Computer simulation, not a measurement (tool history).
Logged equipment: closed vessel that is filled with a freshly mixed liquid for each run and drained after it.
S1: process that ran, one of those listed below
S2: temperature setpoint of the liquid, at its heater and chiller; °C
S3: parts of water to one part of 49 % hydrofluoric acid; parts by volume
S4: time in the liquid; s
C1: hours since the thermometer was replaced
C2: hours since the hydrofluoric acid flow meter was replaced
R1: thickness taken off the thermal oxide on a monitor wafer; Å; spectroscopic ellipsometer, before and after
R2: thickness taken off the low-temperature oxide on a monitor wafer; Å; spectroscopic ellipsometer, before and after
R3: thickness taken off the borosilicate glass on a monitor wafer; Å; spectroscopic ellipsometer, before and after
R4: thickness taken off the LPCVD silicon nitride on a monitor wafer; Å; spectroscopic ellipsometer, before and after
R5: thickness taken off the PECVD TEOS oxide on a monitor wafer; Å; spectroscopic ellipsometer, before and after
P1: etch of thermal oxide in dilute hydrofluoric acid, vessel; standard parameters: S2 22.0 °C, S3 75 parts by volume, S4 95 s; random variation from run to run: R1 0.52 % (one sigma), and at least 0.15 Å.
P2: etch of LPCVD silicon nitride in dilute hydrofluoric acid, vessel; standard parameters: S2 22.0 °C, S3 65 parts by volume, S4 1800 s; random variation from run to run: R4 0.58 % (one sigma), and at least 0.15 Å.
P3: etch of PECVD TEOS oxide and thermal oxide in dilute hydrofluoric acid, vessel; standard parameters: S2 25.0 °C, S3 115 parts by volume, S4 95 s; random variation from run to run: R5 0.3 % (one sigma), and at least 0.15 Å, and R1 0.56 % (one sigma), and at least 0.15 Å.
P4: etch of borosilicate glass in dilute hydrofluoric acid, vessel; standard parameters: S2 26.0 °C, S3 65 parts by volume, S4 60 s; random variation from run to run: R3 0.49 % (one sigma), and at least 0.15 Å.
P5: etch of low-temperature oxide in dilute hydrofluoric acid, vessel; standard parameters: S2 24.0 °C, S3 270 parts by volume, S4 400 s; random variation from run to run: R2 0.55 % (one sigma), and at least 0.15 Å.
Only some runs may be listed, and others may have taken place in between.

run   hour  S1    S2   S3    S4     C1     C2       R1        R2      R3        R4      R5
  1    4.1  P1  22.0   75    95  505.1  125.0   57.861
  2    9.6  P5  24.0  270   400  510.6  130.5            221.320
  3   13.7  P5  24.0  270    80  514.7  134.6             43.502
  4   17.5  P1  17.0   75    95  518.5  138.4   46.810
  5   20.9  P1  22.0   75   180  521.9  141.8  108.690
  6   28.1  P4  26.0   25    60  529.1  149.0                     920.55
  7   35.5  P2  22.0  105  1800  536.5  156.4                              69.2460
  8   42.0  P2  22.0   65   130  543.0  162.9                               8.0368
  9   47.2  P5  30.0  270   400  548.2  168.1            268.620
 10   54.4  P1  22.0   75    95  555.4  175.3   57.315
 11   61.5  P5  24.0  270   400  562.5  182.4            218.030
 12   64.8  P4  26.0   65    30  565.8  185.7                     168.88
 13   69.4  P5  24.0   65   400  570.4  190.3           1150.000
 14   74.2  P1  29.5   75    95  575.2  195.1   77.340
 15   80.0  P1  22.0   75    95  581.0  200.9   56.908
 16   87.4  P4  26.0   65    60  588.4  208.3                     336.62
 17   91.6  P3  25.0  185    95  592.6  212.5   23.932                              41.633
 18   97.6  P2  22.0   65  1800  598.6  218.5                             111.0600
 19  104.2  P3  17.0  115    95  605.2  225.1   30.068                              52.535
 20  110.0  P2  17.0   65  1800  611.0  230.9                              78.1180
 21  114.3  P3  25.0  115    95  615.3  235.2   41.928                              72.609
     115.2  -- hydrofluoric acid flow meter replaced
 22  117.6  P1  28.5   20    95  618.6    2.5  305.120
 23  122.9  P4  19.0   65    60  623.9    7.8                     250.50
 24  127.1  P4  26.0   65    60  628.1   12.0                     333.89
 25  134.0  P1  22.0   75    95  635.0   18.9   57.872
 26  141.4  P1  22.0  110    95  642.4   26.3   37.733
 27  145.8  P1  22.0   75    95  646.8   30.7   57.261
 28  152.9  P3  25.0  115    95  653.9   37.8   41.463                              72.539
 29  159.0  P1  28.5   75    50  660.0   43.9   39.301
 30  166.0  P1  22.0  100   165  667.0   50.9   72.938

Predict the results of run 31:
 31  173.2  P1  22.0  20  95  674.2  58.1   ?

{"run 31": {"R1": 232.0}}

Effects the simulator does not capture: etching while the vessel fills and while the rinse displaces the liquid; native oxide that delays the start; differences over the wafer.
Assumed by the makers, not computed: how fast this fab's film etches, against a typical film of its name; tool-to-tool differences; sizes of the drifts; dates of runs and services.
